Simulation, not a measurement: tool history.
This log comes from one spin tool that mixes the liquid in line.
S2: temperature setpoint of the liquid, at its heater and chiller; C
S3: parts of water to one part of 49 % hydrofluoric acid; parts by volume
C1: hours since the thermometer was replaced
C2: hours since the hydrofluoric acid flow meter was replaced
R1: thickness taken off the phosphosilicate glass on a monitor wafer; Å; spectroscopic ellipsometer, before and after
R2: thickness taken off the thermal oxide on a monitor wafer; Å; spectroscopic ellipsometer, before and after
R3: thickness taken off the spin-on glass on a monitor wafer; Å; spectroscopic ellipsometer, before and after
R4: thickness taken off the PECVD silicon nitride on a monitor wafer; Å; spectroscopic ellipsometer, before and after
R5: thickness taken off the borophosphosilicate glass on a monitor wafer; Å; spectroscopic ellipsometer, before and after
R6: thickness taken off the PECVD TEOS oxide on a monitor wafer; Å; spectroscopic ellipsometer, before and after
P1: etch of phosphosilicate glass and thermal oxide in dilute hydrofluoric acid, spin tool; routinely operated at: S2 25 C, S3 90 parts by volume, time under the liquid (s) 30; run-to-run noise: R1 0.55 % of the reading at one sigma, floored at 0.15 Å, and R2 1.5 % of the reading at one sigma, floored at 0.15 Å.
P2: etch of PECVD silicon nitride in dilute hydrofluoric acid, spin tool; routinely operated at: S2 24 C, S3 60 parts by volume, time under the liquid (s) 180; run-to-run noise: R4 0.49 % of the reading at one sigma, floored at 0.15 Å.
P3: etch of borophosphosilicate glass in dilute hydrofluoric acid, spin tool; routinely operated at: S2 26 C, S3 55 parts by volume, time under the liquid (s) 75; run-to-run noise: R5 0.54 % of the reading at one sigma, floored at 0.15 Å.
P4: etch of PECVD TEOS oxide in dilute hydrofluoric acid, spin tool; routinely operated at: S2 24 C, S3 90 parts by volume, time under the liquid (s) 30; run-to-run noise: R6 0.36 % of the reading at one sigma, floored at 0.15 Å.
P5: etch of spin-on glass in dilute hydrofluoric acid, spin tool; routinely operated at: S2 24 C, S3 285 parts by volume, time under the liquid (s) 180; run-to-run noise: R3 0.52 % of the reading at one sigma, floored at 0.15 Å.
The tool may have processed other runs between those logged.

Run 1, hour 8.6: process that ran P1, S2 25 C, S3 90 parts by volume, time under the liquid (s) 30; C1 1886.4; C2 693.1. Result: R1 422.35 Å, R2 15.408 Å.
Run 2, hour 15: process that ran P1, S2 20.5 C, S3 90 parts by volume, time under the liquid (s) 30; C1 1892.8; C2 699.5. Result: R1 351.89 Å, R2 13.218 Å.
Run 3, hour 24.1: process that ran P5, S2 24 C, S3 285 parts by volume, time under the liquid (s) 90; C1 1901.9; C2 708.6. Result: R3 123.47 Å.
Run 4, hour 30.9: process that ran P2, S2 24 C, S3 90 parts by volume, time under the liquid (s) 180; C1 1908.7; C2 715.4. Result: R4 110.82 Å.
Run 5, hour 41.3: process that ran P5, S2 32.5 C, S3 285 parts by volume, time under the liquid (s) 180; C1 1919.1; C2 725.8. Result: R3 324.29 Å.
Run 6, hour 51: process that ran P2, S2 24 C, S3 60 parts by volume, time under the liquid (s) 70; C1 1928.8; C2 735.5. Result: R4 63.704 Å.
Run 7, hour 60.7: process that ran P1, S2 33 C, S3 90 parts by volume, time under the liquid (s) 15; C1 1938.5; C2 745.2. Result: R1 286.76 Å, R2 10.736 Å.
Run 8, hour 72: process that ran P1, S2 25 C, S3 90 parts by volume, time under the liquid (s) 30; C1 1949.8; C2 756.5. Result: R1 419.08 Å, R2 15.592 Å.
Run 9, hour 82.9: process that ran P3, S2 18 C, S3 55 parts by volume, time under the liquid (s) 75; C1 1960.7; C2 767.4. Result: R5 339.71 Å.
Run 10, hour 90.2: process that ran P5, S2 24 C, S3 285 parts by volume, time under the liquid (s) 180; C1 1968; C2 774.7. Result: R3 242.76 Å.
Run 11, hour 96.8: process that ran P3, S2 26 C, S3 100 parts by volume, time under the liquid (s) 75; C1 1974.6; C2 781.3. Result: R5 246.91 Å.
Run 12, hour 109.5: process that ran P3, S2 26 C, S3 55 parts by volume, time under the liquid (s) 75; C1 1987.3; C2 794. Result: R5 476.67 Å.
Run 13, hour 118.3: process that ran P5, S2 24 C, S3 160 parts by volume, time under the liquid (s) 180; C1 1996.1; C2 802.8. Result: R3 496.8 Å.
Run 14, hour 126.4: process that ran P1, S2 25 C, S3 90 parts by volume, time under the liquid (s) 30; C1 2004.2; C2 810.9. Result: R1 421.29 Å, R2 15.428 Å.
Run 15, hour 138.2: process that ran P1, S2 25 C, S3 145 parts by volume, time under the liquid (s) 30; C1 2016; C2 822.7. Result: R1 242.35 Å, R2 8.6545 Å.
Run 16, hour 150.8: process that ran P1, S2 25 C, S3 90 parts by volume, time under the liquid (s) 30; C1 2028.6; C2 835.3. Result: R1 421.85 Å, R2 15.402 Å.
Run 17, hour 157.7: process that ran P2, S2 17 C, S3 60 parts by volume, time under the liquid (s) 180; C1 2035.5; C2 842.2. Result: R4 101.59 Å.
Run 18, hour 164.7: process that ran P1, S2 33.5 C, S3 90 parts by volume, time under the liquid (s) 30; C1 2042.5; C2 849.2. Result: R1 580.66 Å, R2 20.767 Å.
Run 19, hour 173.3: process that ran P1, S2 25 C, S3 90 parts by volume, time under the liquid (s) 30; C1 2051.1; C2 857.8. Result: R1 416.22 Å, R2 15.332 Å.
Run 20, hour 179.6: process that ran P1, S2 25 C, S3 90 parts by volume, time under the liquid (s) 45; C1 2057.4; C2 864.1. Result: R1 632.98 Å, R2 23.11 Å.
Run 21, hour 191: process that ran P1, S2 25 C, S3 90 parts by volume, time under the liquid (s) 15; C1 2068.8; C2 875.5. Result: R1 208.96 Å, R2 7.3631 Å.
Run 22, hour 198.6: process that ran P2, S2 24 C, S3 60 parts by volume, time under the liquid (s) 180; C1 2076.4; C2 883.1. Result: R4 164.83 Å.
Run 23, hour 208.3: process that ran P4, S2 24 C, S3 160 parts by volume, time under the liquid (s) 30; C1 2086.1; C2 892.8. Result: R6 37.904 Å.
Run 24, hour 219.6: process that ran P4, S2 24 C, S3 90 parts by volume, time under the liquid (s) 30; C1 2097.4; C2 904.1. Result: R6 72.568 Å.
Run 25, hour 227: process that ran P1, S2 25 C, S3 40 parts by volume, time under the liquid (s) 30; C1 2104.8; C2 911.5. Result: R1 1005.2 Å, R2 36.682 Å.
Run 26, hour 233.2: process that ran P4, S2 24 C, S3 90 parts by volume, time under the liquid (s) 15; C1 2111; C2 917.7. Result: R6 36.757 Å.
Run 27, hour 241.8: process that ran P1, S2 25 C, S3 25 parts by volume, time under the liquid (s) 15; C1 2119.6; C2 926.3. Result: R1 820.72 Å, R2 30.195 Å.
Run 28, hour 251.3: process that ran P3, S2 26 C, S3 55 parts by volume, time under the liquid (s) 15; C1 2129.1; C2 935.8. Result: R5 95.09 Å.
Run 29, hour 262.7: process that ran P4, S2 28.5 C, S3 90 parts by volume, time under the liquid (s) 30; C1 2140.5; C2 947.2. Result: R6 87.475 Å.
Run 30, hour 274.5: process that ran P1, S2 25 C, S3 90 parts by volume, time under the liquid (s) 30; C1 2152.3; C2 959. Result: R1 423.25 Å, R2 15.541 Å.
Run 31, hour 287.1: process that ran P1, S2 25 C, S3 90 parts by volume, time under the liquid (s) 30; C1 2164.9; C2 971.6. Result: R1 418.49 Å, R2 15.559 Å.
Run 32, hour 294.2: process that ran P1, S2 25 C, S3 90 parts by volume, time under the liquid (s) 30; C1 2172; C2 978.7. Result: R1 413.31 Å, R2 15.214 Å.
Run 33, hour 305: process that ran P1, S2 25 C, S3 90 parts by volume, time under the liquid (s) 30; C1 2182.8; C2 989.5. Result: R1 405.3 Å, R2 14.346 Å.
Run 34, hour 316.5: process that ran P1, S2 25 C, S3 90 parts by volume, time under the liquid (s) 30; C1 2194.3; C2 1001. Result: R1 400.2 Å, R2 14.782 Å.
Run 35, hour 329.2: process that ran P1, S2 25 C, S3 90 parts by volume, time under the liquid (s) 30; C1 2207; C2 1013.7. Result: R1 396.45 Å, R2 14.697 Å.
Run 36, hour 338.6: process that ran P1, S2 25 C, S3 90 parts by volume, time under the liquid (s) 30; C1 2216.4; C2 1023.1. Result: R1 397.07 Å, R2 14.394 Å.
Run 37, hour 350.9: process that ran P1, S2 25 C, S3 90 parts by volume, time under the liquid (s) 30; C1 2228.7; C2 1035.4. Result: R1 393.85 Å, R2 14.928 Å.
Run 38, hour 359: process that ran P1, S2 25 C, S3 90 parts by volume, time under the liquid (s) 30; C1 2236.8; C2 1043.5. Result: R1 398.8 Å, R2 14.225 Å.

What P1 gives has crept off from where it sat before. The 2 causes that follow fit the log equally well, each at the size noted:
A: hydrofluoric acid flow below the setpoint (%) = 4.94
B: liquid colder than its thermometer reads (K) = 1.43
The creep began at about hour 287.1.

Each of the 4 check runs below uses one wafer; its results are left as question marks. Which run tells the causes apart?
Run check 1, hour 367.1: process that ran P4, S2 24 C, S3 130 parts by volume, time under the liquid (s) 15. Result: R6 ?.
Run check 2, hour 367.1: process that ran P5, S2 29 C, S3 205 parts by volume, time under the liquid (s) 180. Result: R3 ?.
Run check 3, hour 367.1: process that ran P2, S2 17 C, S3 80 parts by volume, time under the liquid (s) 180. Result: R4 ?.
Run check 4, hour 367.1: process that ran P3, S2 26 C, S3 95 parts by volume, time under the liquid (s) 75. Result: R5 ?.

Outcome of each check run for each possible cause:
  check  result    if A    if B
check 1      R6  22.746  22.809
check 2      R3  415.71  421.18
check 3      R4  73.468  69.753
check 4      R5  246.89   247.1
Per-check spread between the two closest causes, in the result where they differ most: check 1 0.28 %; check 2 1.31 %; check 3 5.19 %; check 4 0.09 %
The causes can be told apart only by check 3. The other checks would give nearly the same results under each of them.

Here is what check 3 returned: R4 73.137 Å. Which cause is it?

Of the candidate causes, it is A: hydrofluoric acid flow below the setpoint (%).
